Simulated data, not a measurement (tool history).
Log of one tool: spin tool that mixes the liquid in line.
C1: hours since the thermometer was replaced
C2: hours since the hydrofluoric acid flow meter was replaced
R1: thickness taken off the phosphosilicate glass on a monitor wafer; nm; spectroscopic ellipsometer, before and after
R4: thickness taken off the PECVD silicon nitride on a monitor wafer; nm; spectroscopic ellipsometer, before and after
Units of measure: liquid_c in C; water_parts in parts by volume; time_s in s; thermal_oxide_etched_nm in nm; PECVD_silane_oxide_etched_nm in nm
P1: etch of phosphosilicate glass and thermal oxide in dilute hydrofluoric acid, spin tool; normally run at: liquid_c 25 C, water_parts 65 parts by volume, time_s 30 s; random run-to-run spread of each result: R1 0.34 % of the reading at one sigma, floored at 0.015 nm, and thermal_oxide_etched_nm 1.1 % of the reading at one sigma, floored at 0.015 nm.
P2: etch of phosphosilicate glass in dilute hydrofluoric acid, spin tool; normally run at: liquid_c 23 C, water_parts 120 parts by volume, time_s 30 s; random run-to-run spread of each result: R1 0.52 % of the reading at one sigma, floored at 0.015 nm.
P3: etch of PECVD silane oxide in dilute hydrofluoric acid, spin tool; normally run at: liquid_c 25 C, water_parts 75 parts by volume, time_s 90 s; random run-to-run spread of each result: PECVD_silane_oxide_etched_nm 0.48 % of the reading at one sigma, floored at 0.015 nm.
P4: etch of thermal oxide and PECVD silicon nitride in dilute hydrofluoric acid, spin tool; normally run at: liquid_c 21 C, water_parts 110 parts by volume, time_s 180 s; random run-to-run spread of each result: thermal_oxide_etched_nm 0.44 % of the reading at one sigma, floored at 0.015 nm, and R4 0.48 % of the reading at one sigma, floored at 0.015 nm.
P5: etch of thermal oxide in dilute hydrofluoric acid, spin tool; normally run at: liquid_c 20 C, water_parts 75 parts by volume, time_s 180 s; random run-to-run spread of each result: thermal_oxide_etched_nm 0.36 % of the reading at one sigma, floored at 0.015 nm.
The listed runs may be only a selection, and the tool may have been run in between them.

run 1 hour=6.6 | process=P1 liquid_c=25 water_parts=65 time_s=30 | C1=193.4 C2=734 | R1=70.909 thermal_oxide_etched_nm=2.2496
run 2 hour=13.9 | process=P1 liquid_c=25 water_parts=65 time_s=30 | C1=200.7 C2=741.3 | R1=69.866 thermal_oxide_etched_nm=2.295
run 3 hour=19.4 | process=P1 liquid_c=19.5 water_parts=65 time_s=45 | C1=206.2 C2=746.8 | R1=84.251 thermal_oxide_etched_nm=2.7016
-- hour=23.7 thermometer replaced
run 4 hour=26 | process=P3 liquid_c=25 water_parts=20 time_s=90 | C1=2.4 C2=753.4 | PECVD_silane_oxide_etched_nm=220.5
run 5 hour=31.8 | process=P3 liquid_c=25 water_parts=75 time_s=90 | C1=8.2 C2=759.2 | PECVD_silane_oxide_etched_nm=53.403
-- hour=32.7 hydrofluoric acid flow meter replaced
run 6 hour=35.4 | process=P2 liquid_c=23 water_parts=120 time_s=55 | C1=11.8 C2=2.8 | R1=76.522
run 7 hour=38.9 | process=P1 liquid_c=21.5 water_parts=65 time_s=30 | C1=15.3 C2=6.3 | R1=61.038 thermal_oxide_etched_nm=1.9162
run 8 hour=43.8 | process=P1 liquid_c=25 water_parts=25 time_s=30 | C1=20.2 C2=11.2 | R1=194.09 thermal_oxide_etched_nm=6.2929
run 9 hour=49 | process=P4 liquid_c=29.5 water_parts=110 time_s=180 | C1=25.4 C2=16.4 | thermal_oxide_etched_nm=9.9761 R4=11.94
run 10 hour=54.1 | process=P1 liquid_c=18 water_parts=65 time_s=60 | C1=30.5 C2=21.5 | R1=105.1 thermal_oxide_etched_nm=3.3362
run 11 hour=60.3 | process=P2 liquid_c=23 water_parts=120 time_s=30 | C1=36.7 C2=27.7 | R1=41.086
run 12 hour=65.3 | process=P1 liquid_c=25 water_parts=65 time_s=30 | C1=41.7 C2=32.7 | R1=70.168 thermal_oxide_etched_nm=2.2634
run 13 hour=70.4 | process=P5 liquid_c=20 water_parts=40 time_s=180 | C1=46.8 C2=37.8 | thermal_oxide_etched_nm=20.179
run 14 hour=76.8 | process=P1 liquid_c=25 water_parts=100 time_s=30 | C1=53.2 C2=44.2 | R1=43.592 thermal_oxide_etched_nm=1.3746
run 15 hour=81.2 | process=P4 liquid_c=21 water_parts=110 time_s=290 | C1=57.6 C2=48.6 | thermal_oxide_etched_nm=11.615 R4=10.98
run 16 hour=88.4 | process=P5 liquid_c=20 water_parts=75 time_s=180 | C1=64.8 C2=55.8 | thermal_oxide_etched_nm=10.455
run 17 hour=92.5 | process=P5 liquid_c=17 water_parts=75 time_s=180 | C1=68.9 C2=59.9 | thermal_oxide_etched_nm=9.1251
run 18 hour=97.7 | process=P2 liquid_c=23 water_parts=120 time_s=30 | C1=74.1 C2=65.1 | R1=41.635
run 19 hour=103.9 | process=P1 liquid_c=25 water_parts=65 time_s=30 | C1=80.3 C2=71.3 | R1=70.325 thermal_oxide_etched_nm=2.2666
run 20 hour=107.8 | process=P1 liquid_c=25 water_parts=65 time_s=55 | C1=84.2 C2=75.2 | R1=128.82 thermal_oxide_etched_nm=4.0872
run 21 hour=113.5 | process=P2 liquid_c=23 water_parts=200 time_s=30 | C1=89.9 C2=80.9 | R1=22.92
run 22 hour=119.8 | process=P2 liquid_c=17.5 water_parts=120 time_s=30 | C1=96.2 C2=87.2 | R1=33.16
run 23 hour=125.1 | process=P4 liquid_c=21 water_parts=110 time_s=180 | C1=101.5 C2=92.5 | thermal_oxide_etched_nm=7.2244 R4=6.9168
run 24 hour=131.6 | process=P1 liquid_c=32.5 water_parts=65 time_s=30 | C1=108 C2=99 | R1=93.843 thermal_oxide_etched_nm=2.981
run 25 hour=137.3 | process=P1 liquid_c=25 water_parts=65 time_s=30 | C1=113.7 C2=104.7 | R1=70.733 thermal_oxide_etched_nm=2.2393
run 26 hour=143.4 | process=P4 liquid_c=21 water_parts=200 time_s=180 | C1=119.8 C2=110.8 | thermal_oxide_etched_nm=3.6123 R4=3.7771
run 27 hour=148.6 | process=P1 liquid_c=25 water_parts=65 time_s=30 | C1=125 C2=116 | R1=70.342 thermal_oxide_etched_nm=2.2082
run 28 hour=153.5 | process=P5 liquid_c=20 water_parts=75 time_s=180 | C1=129.9 C2=120.9 | thermal_oxide_etched_nm=10.311
run 29 hour=158.7 | process=P3 liquid_c=32 water_parts=75 time_s=90 | C1=135.1 C2=126.1 | PECVD_silane_oxide_etched_nm=70.705
run 30 hour=163.1 | process=P1 liquid_c=25 water_parts=65 time_s=15 | C1=139.5 C2=130.5 | R1=35.209 thermal_oxide_etched_nm=1.1209
run 31 hour=168.5 | process=P3 liquid_c=25 water_parts=75 time_s=30 | C1=144.9 C2=135.9 | PECVD_silane_oxide_etched_nm=18.024
run 32 hour=171.9 | process=P4 liquid_c=21 water_parts=110 time_s=180 | C1=148.3 C2=139.3 | thermal_oxide_etched_nm=7.2482 R4=6.837
run 33 hour=179 | process=P5 liquid_c=20 water_parts=75 time_s=340 | C1=155.4 C2=146.4 | thermal_oxide_etched_nm=19.622
run 34 hour=183.3 | process=P1 liquid_c=25 water_parts=65 time_s=30 | C1=159.7 C2=150.7 | R1=70.235 thermal_oxide_etched_nm=2.2541
run 35 hour=190.3 | process=P1 liquid_c=25 water_parts=65 time_s=30 | C1=166.7 C2=157.7 | R1=73.467 thermal_oxide_etched_nm=2.2936
run 36 hour=195.8 | process=P1 liquid_c=25 water_parts=65 time_s=30 | C1=172.2 C2=163.2 | R1=74.118 thermal_oxide_etched_nm=2.3415

Estimate the outcome of run 37 from the log above:
run 37 hour=199.2 | process=P1 liquid_c=25 water_parts=65 time_s=30 | C1=175.6 C2=166.6 | R1=? thermal_oxide_etched_nm=?

Run 37 came out at R1 74.569 nm, thermal_oxide_etched_nm 2.4187 nm.
